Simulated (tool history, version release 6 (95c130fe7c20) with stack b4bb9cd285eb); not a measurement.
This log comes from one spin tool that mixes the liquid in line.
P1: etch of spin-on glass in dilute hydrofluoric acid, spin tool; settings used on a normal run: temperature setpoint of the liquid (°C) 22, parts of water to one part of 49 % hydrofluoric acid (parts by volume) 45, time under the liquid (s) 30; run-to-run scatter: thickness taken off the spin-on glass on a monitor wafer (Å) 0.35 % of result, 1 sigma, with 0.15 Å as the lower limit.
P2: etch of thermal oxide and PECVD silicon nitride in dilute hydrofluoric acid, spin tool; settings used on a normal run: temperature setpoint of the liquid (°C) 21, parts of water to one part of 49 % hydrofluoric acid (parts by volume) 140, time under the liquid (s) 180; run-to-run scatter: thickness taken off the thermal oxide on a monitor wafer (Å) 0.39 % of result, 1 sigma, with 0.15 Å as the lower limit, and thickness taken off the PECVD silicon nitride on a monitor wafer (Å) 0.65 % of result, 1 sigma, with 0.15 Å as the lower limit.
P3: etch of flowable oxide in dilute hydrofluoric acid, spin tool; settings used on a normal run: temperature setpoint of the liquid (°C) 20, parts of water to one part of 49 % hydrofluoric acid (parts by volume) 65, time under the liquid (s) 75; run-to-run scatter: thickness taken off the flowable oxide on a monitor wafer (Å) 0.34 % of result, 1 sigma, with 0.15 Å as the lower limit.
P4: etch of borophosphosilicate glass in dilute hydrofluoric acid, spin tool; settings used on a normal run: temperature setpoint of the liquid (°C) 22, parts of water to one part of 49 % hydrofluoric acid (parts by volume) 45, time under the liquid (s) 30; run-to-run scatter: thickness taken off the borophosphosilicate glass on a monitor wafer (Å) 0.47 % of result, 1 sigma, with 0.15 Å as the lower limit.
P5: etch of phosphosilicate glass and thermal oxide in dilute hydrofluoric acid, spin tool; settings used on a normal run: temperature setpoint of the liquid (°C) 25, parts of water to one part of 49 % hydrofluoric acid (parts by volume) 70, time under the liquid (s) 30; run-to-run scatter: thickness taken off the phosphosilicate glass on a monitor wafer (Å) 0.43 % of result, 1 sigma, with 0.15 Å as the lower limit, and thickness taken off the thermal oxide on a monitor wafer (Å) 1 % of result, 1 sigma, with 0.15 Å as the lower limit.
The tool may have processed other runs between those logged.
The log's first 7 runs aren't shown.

| run | day | process that ran | temperature setpoint of the liquid (°C) | parts of water to one part of 49 % hydrofluoric acid (parts by volume) | time under the liquid (s) | hours since the thermometer was replaced | hours since the hydrofluoric acid flow meter was replaced | thickness taken off the spin-on glass on a monitor wafer (Å) | thickness taken off the borophosphosilicate glass on a monitor wafer (Å) | thickness taken off the phosphosilicate glass on a monitor wafer (Å) | thickness taken off the thermal oxide on a monitor wafer (Å) | thickness taken off the PECVD silicon nitride on a monitor wafer (Å) | thickness taken off the flowable oxide on a monitor wafer (Å) |
|---|---|---|---|---|---|---|---|---|---|---|---|---|---|
| 8 | 4.379 | P1 | 22 | 20 | 30 | 1847 | 1717.5 | 924.28 |  |  |  |  |  |
| 9 | 4.983 | P3 | 20 | 65 | 75 | 1861.5 | 1732 |  |  |  |  |  | 482.06 |
| 10 | 5.654 | P1 | 22 | 45 | 30 | 1877.6 | 1748.1 | 397.18 |  |  |  |  |  |
| 11 | 6.388 | P1 | 26 | 45 | 45 | 1895.2 | 1765.7 | 700.77 |  |  |  |  |  |
| 12 | 6.825 | P3 | 20 | 110 | 75 | 1905.7 | 1776.2 |  |  |  |  |  | 271.26 |
| 13 | 7.312 | P1 | 26 | 75 | 30 | 1917.4 | 1787.9 | 271.84 |  |  |  |  |  |
| 14 | 8.038 | P3 | 20 | 65 | 25 | 1934.8 | 1805.3 |  |  |  |  |  | 160.44 |
| 15 | 8.779 | P1 | 22 | 70 | 30 | 1952.6 | 1823.1 | 248.71 |  |  |  |  |  |
| 16 | 9.388 | P2 | 21 | 140 | 180 | 1967.2 | 1837.7 |  |  |  | 52.11 | 48.263 |  |
| 17 | 10.125 | P5 | 17 | 70 | 30 | 1984.9 | 1855.4 |  |  | 665.53 | 15.208 |  |  |
| 18 | 10.608 | P2 | 21 | 140 | 345 | 1996.5 | 1867 |  |  |  | 99.527 | 92.97 |  |
| 19 | 11.075 | P4 | 22 | 65 | 30 | 2007.7 | 1878.2 |  | 168.02 |  |  |  |  |
| 20 | 11.583 | P5 | 25 | 70 | 15 | 2019.9 | 1890.4 |  |  | 463.6 | 10.727 |  |  |
| 21 | 12.267 | P1 | 22 | 45 | 30 | 2036.3 | 1906.8 | 395.62 |  |  |  |  |  |
| 22 | 12.688 | P3 | 17 | 65 | 75 | 2046.4 | 1916.9 |  |  |  |  |  | 423.76 |
| 23 | 13.412 | P1 | 27.5 | 25 | 30 | 2063.8 | 1934.3 | 921.68 |  |  |  |  |  |
| 24 | 13.938 | P2 | 17 | 140 | 180 | 2076.4 | 1946.9 |  |  |  | 44.164 | 36.717 |  |
| 25 | 14.696 | P2 | 21 | 140 | 180 | 2094.6 | 1965.1 |  |  |  | 51.834 | 48.334 |  |

Predict the results of run 26:
| 26 | 15.146 | P4 | 22 | 45 | 15 | 2105.4 | 1975.9 |  | ? |  |  |  |  |

thickness taken off the borophosphosilicate glass on a monitor wafer (Å): 125.94
